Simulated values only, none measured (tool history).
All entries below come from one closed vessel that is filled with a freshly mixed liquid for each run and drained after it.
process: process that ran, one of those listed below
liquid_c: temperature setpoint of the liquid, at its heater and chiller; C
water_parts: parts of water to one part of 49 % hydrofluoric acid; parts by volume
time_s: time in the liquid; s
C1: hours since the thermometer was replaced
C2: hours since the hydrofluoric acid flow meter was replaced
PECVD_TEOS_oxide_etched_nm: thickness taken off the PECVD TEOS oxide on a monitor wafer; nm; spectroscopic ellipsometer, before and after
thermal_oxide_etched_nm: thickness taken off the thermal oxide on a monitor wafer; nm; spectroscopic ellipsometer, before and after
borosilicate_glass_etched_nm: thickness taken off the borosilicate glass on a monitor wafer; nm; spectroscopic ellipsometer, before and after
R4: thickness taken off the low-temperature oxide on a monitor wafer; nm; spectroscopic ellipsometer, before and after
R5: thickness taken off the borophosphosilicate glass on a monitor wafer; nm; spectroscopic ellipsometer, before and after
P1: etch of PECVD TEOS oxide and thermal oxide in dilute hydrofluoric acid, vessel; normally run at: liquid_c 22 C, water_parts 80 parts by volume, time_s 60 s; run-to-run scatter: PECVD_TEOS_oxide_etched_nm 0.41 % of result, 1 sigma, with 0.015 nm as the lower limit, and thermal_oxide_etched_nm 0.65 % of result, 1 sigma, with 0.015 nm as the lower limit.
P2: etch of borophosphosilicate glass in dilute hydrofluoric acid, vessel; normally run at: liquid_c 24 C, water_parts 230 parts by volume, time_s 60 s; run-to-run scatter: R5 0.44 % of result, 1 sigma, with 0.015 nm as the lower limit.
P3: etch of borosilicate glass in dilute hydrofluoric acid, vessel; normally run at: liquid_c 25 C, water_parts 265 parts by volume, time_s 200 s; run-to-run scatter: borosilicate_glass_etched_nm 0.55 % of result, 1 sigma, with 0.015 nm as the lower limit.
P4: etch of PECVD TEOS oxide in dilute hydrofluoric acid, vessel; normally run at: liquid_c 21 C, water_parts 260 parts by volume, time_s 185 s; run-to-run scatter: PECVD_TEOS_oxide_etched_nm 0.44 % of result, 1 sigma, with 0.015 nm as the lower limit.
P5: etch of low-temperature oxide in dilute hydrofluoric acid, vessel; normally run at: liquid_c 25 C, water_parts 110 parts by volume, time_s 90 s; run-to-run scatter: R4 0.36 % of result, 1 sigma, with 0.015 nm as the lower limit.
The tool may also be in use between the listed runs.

{"run": 1, "day": 0.167, "process": "P1", "liquid_c": 22, "water_parts": 80, "time_s": 60, "C1": 321.2, "C2": 340.8, "PECVD_TEOS_oxide_etched_nm": 16.628, "thermal_oxide_etched_nm": 3.466}
{"run": 2, "day": 0.308, "process": "P1", "liquid_c": 22, "water_parts": 80, "time_s": 60, "C1": 324.6, "C2": 344.2, "PECVD_TEOS_oxide_etched_nm": 16.6, "thermal_oxide_etched_nm": 3.455}
{"run": 3, "day": 0.492, "process": "P1", "liquid_c": 22, "water_parts": 80, "time_s": 60, "C1": 329, "C2": 348.6, "PECVD_TEOS_oxide_etched_nm": 16.66, "thermal_oxide_etched_nm": 3.4757}
{"run": 4, "day": 0.579, "process": "P3", "liquid_c": 25, "water_parts": 150, "time_s": 200, "C1": 331.1, "C2": 350.7, "borosilicate_glass_etched_nm": 43.275}
{"run": 5, "day": 0.683, "process": "P5", "liquid_c": 25, "water_parts": 110, "time_s": 30, "C1": 333.6, "C2": 353.2, "R4": 3.694}
{"run": 6, "day": 0.808, "process": "P1", "liquid_c": 22, "water_parts": 80, "time_s": 115, "C1": 336.6, "C2": 356.2, "PECVD_TEOS_oxide_etched_nm": 31.812, "thermal_oxide_etched_nm": 6.694}
{"run": 7, "day": 0.983, "process": "P1", "liquid_c": 17, "water_parts": 80, "time_s": 60, "C1": 340.8, "C2": 360.4, "PECVD_TEOS_oxide_etched_nm": 13.548, "thermal_oxide_etched_nm": 2.8522}
{"run": 8, "day": 1.154, "process": "P1", "liquid_c": 28.5, "water_parts": 80, "time_s": 90, "C1": 344.9, "C2": 364.5, "PECVD_TEOS_oxide_etched_nm": 32.349, "thermal_oxide_etched_nm": 6.8205}
{"run": 9, "day": 1.333, "process": "P5", "liquid_c": 25, "water_parts": 50, "time_s": 90, "C1": 349.2, "C2": 368.8, "R4": 26.448}
{"run": 10, "day": 1.488, "process": "P1", "liquid_c": 22, "water_parts": 80, "time_s": 60, "C1": 352.9, "C2": 372.5, "PECVD_TEOS_oxide_etched_nm": 16.544, "thermal_oxide_etched_nm": 3.5279}
{"run": 11, "day": 1.571, "process": "P3", "liquid_c": 25, "water_parts": 265, "time_s": 200, "C1": 354.9, "C2": 374.5, "borosilicate_glass_etched_nm": 21.415}
{"run": 12, "day": 1.729, "process": "P4", "liquid_c": 21, "water_parts": 260, "time_s": 185, "C1": 358.7, "C2": 378.3, "PECVD_TEOS_oxide_etched_nm": 10.907}
{"run": 13, "day": 1.904, "process": "P1", "liquid_c": 26, "water_parts": 80, "time_s": 60, "C1": 362.9, "C2": 382.5, "PECVD_TEOS_oxide_etched_nm": 19.571, "thermal_oxide_etched_nm": 4.0705}
{"run": 14, "day": 1.992, "process": "P2", "liquid_c": 24, "water_parts": 230, "time_s": 30, "C1": 365, "C2": 384.6, "R5": 5.6659}
{"run": 15, "day": 2.104, "process": "P1", "liquid_c": 22, "water_parts": 35, "time_s": 60, "C1": 367.7, "C2": 387.3, "PECVD_TEOS_oxide_etched_nm": 40.157, "thermal_oxide_etched_nm": 8.5236}
{"run": 16, "day": 2.208, "process": "P1", "liquid_c": 17, "water_parts": 35, "time_s": 60, "C1": 370.2, "C2": 389.8, "PECVD_TEOS_oxide_etched_nm": 32.474, "thermal_oxide_etched_nm": 6.8889}
{"run": 17, "day": 2.388, "process": "P4", "liquid_c": 21, "water_parts": 120, "time_s": 185, "C1": 374.5, "C2": 394.1, "PECVD_TEOS_oxide_etched_nm": 27.552}
{"run": 18, "day": 2.521, "process": "P1", "liquid_c": 22, "water_parts": 80, "time_s": 30, "C1": 377.7, "C2": 397.3, "PECVD_TEOS_oxide_etched_nm": 8.2935, "thermal_oxide_etched_nm": 1.7609}
{"run": 19, "day": 2.638, "process": "P5", "liquid_c": 30.5, "water_parts": 110, "time_s": 90, "C1": 380.5, "C2": 400.1, "R4": 13.756}
{"run": 20, "day": 2.762, "process": "P4", "liquid_c": 21, "water_parts": 260, "time_s": 30, "C1": 383.5, "C2": 403.1, "PECVD_TEOS_oxide_etched_nm": 1.7956}
{"run": 21, "day": 2.921, "process": "P2", "liquid_c": 24, "water_parts": 230, "time_s": 60, "C1": 387.3, "C2": 406.9, "R5": 11.326}
{"run": 22, "day": 3.038, "process": "P2", "liquid_c": 17, "water_parts": 230, "time_s": 60, "C1": 390.1, "C2": 409.7, "R5": 8.6867}
{"run": 23, "day": 3.146, "process": "P3", "liquid_c": 25, "water_parts": 265, "time_s": 200, "C1": 392.7, "C2": 412.3, "borosilicate_glass_etched_nm": 21.367}
{"run": 24, "day": 3.3, "process": "P4", "liquid_c": 17.5, "water_parts": 260, "time_s": 185, "C1": 396.4, "C2": 416, "PECVD_TEOS_oxide_etched_nm": 9.6866}
{"run": 25, "day": 3.404, "process": "P1", "liquid_c": 27, "water_parts": 45, "time_s": 60, "C1": 398.9, "C2": 418.5, "PECVD_TEOS_oxide_etched_nm": 37.935, "thermal_oxide_etched_nm": 7.8675}
{"run": 26, "day": 3.567, "process": "P1", "liquid_c": 22, "water_parts": 80, "time_s": 60, "C1": 402.8, "C2": 422.4, "PECVD_TEOS_oxide_etched_nm": 16.621, "thermal_oxide_etched_nm": 3.516}
{"run": 27, "day": 3.654, "process": "P3", "liquid_c": 31, "water_parts": 265, "time_s": 200, "C1": 404.9, "C2": 424.5, "borosilicate_glass_etched_nm": 26.025}
{"run": 28, "day": 3.833, "process": "P5", "liquid_c": 25, "water_parts": 110, "time_s": 90, "C1": 409.2, "C2": 428.8, "R4": 11.16}
{"run": 29, "day": 3.933, "process": "P3", "liquid_c": 25, "water_parts": 265, "time_s": 30, "C1": 411.6, "C2": 431.2, "borosilicate_glass_etched_nm": 3.2021}
{"run": 30, "day": 4.112, "process": "P2", "liquid_c": 24, "water_parts": 95, "time_s": 60, "C1": 415.9, "C2": 435.5, "R5": 31.952}
{"run": 31, "day": 4.217, "process": "P1", "liquid_c": 22, "water_parts": 125, "time_s": 60, "C1": 418.4, "C2": 438, "PECVD_TEOS_oxide_etched_nm": 10.165, "thermal_oxide_etched_nm": 2.1612}
{"run": 32, "day": 4.367, "process": "P1", "liquid_c": 22, "water_parts": 80, "time_s": 60, "C1": 422, "C2": 441.6, "PECVD_TEOS_oxide_etched_nm": 16.592, "thermal_oxide_etched_nm": 3.4976}
{"run": 33, "day": 4.508, "process": "P1", "liquid_c": 22, "water_parts": 80, "time_s": 60, "C1": 425.4, "C2": 445, "PECVD_TEOS_oxide_etched_nm": 16.642, "thermal_oxide_etched_nm": 3.4583}
{"run": 34, "day": 4.596, "process": "P1", "liquid_c": 22, "water_parts": 80, "time_s": 60, "C1": 427.5, "C2": 447.1, "PECVD_TEOS_oxide_etched_nm": 16.346, "thermal_oxide_etched_nm": 3.4312}
{"run": 35, "day": 4.762, "process": "P1", "liquid_c": 22, "water_parts": 80, "time_s": 60, "C1": 431.5, "C2": 451.1, "PECVD_TEOS_oxide_etched_nm": 16.077, "thermal_oxide_etched_nm": 3.3161}
{"run": 36, "day": 4.883, "process": "P1", "liquid_c": 22, "water_parts": 80, "time_s": 60, "C1": 434.4, "C2": 454, "PECVD_TEOS_oxide_etched_nm": 15.578, "thermal_oxide_etched_nm": 3.2872}
{"run": 37, "day": 5.033, "process": "P1", "liquid_c": 22, "water_parts": 80, "time_s": 60, "C1": 438, "C2": 457.6, "PECVD_TEOS_oxide_etched_nm": 15.604, "thermal_oxide_etched_nm": 3.2346}
{"run": 38, "day": 5.192, "process": "P1", "liquid_c": 22, "water_parts": 80, "time_s": 60, "C1": 441.8, "C2": 461.4, "PECVD_TEOS_oxide_etched_nm": 15.346, "thermal_oxide_etched_nm": 3.2202}
{"run": 39, "day": 5.329, "process": "P1", "liquid_c": 22, "water_parts": 80, "time_s": 60, "C1": 445.1, "C2": 464.7, "PECVD_TEOS_oxide_etched_nm": 15.24, "thermal_oxide_etched_nm": 3.1985}
{"run": 40, "day": 5.492, "process": "P1", "liquid_c": 22, "water_parts": 80, "time_s": 60, "C1": 449, "C2": 468.6, "PECVD_TEOS_oxide_etched_nm": 15.171, "thermal_oxide_etched_nm": 3.2503}
{"run": 41, "day": 5.6, "process": "P1", "liquid_c": 22, "water_parts": 80, "time_s": 60, "C1": 451.6, "C2": 471.2, "PECVD_TEOS_oxide_etched_nm": 15.266, "thermal_oxide_etched_nm": 3.2335}
{"run": 42, "day": 5.696, "process": "P1", "liquid_c": 22, "water_parts": 80, "time_s": 60, "C1": 453.9, "C2": 473.5, "PECVD_TEOS_oxide_etched_nm": 15.338, "thermal_oxide_etched_nm": 3.2115}
{"run": 43, "day": 5.812, "process": "P1", "liquid_c": 22, "water_parts": 80, "time_s": 60, "C1": 456.7, "C2": 476.3, "PECVD_TEOS_oxide_etched_nm": 15.174, "thermal_oxide_etched_nm": 3.1703}
{"run": 44, "day": 5.967, "process": "P1", "liquid_c": 22, "water_parts": 80, "time_s": 60, "C1": 460.4, "C2": 480, "PECVD_TEOS_oxide_etched_nm": 15.176, "thermal_oxide_etched_nm": 3.1651}

P1 no longer gives what it gave before; its output has crept away from where it was. The following 2 causes, each at its listed size, fit the log equally well:
A: liquid colder than its thermometer reads (K) = 2.25
B: hydrofluoric acid flow below the setpoint (%) = 8.07
The creep began at about day 4.508.

Below are 4 check runs, each averaged over 2 wafers, with their results shown as question marks. Which of them would give clearly different results depending on which cause is behind the drift?
{"run": "check 1", "day": 6.121, "process": "P3", "liquid_c": 30.5, "water_parts": 265, "time_s": 30, "borosilicate_glass_etched_nm": "?"}
{"run": "check 2", "day": 6.121, "process": "P2", "liquid_c": 24, "water_parts": 115, "time_s": 30, "R5": "?"}
{"run": "check 3", "day": 6.121, "process": "P5", "liquid_c": 25, "water_parts": 70, "time_s": 30, "R4": "?"}
{"run": "check 4", "day": 6.121, "process": "P4", "liquid_c": 21, "water_parts": 125, "time_s": 40, "PECVD_TEOS_oxide_etched_nm": "?"}

Predicted outcomes, by check and by cause:
check=check_1 result=borosilicate_glass_etched_nm if_A=3.5897 if_B=3.4634
check=check_2 result=R5 if_A=11.755 if_B=11.671
check=check_3 result=R4 if_A=5.5968 if_B=5.5918
check=check_4 result=PECVD_TEOS_oxide_etched_nm if_A=5.1808 if_B=5.1546
How far apart the two closest causes lie, in the result that separates them most: check 1 3.58 %; check 2 0.71 %; check 3 0.09 %; check 4 0.51 %
Check 1 tells the causes apart: in the others they would give nearly the same result.

After running check 1, the following was obtained: borosilicate_glass_etched_nm 3.4863 nm. Which cause does this point to?

B is the cause: hydrofluoric acid flow below the setpoint (%).
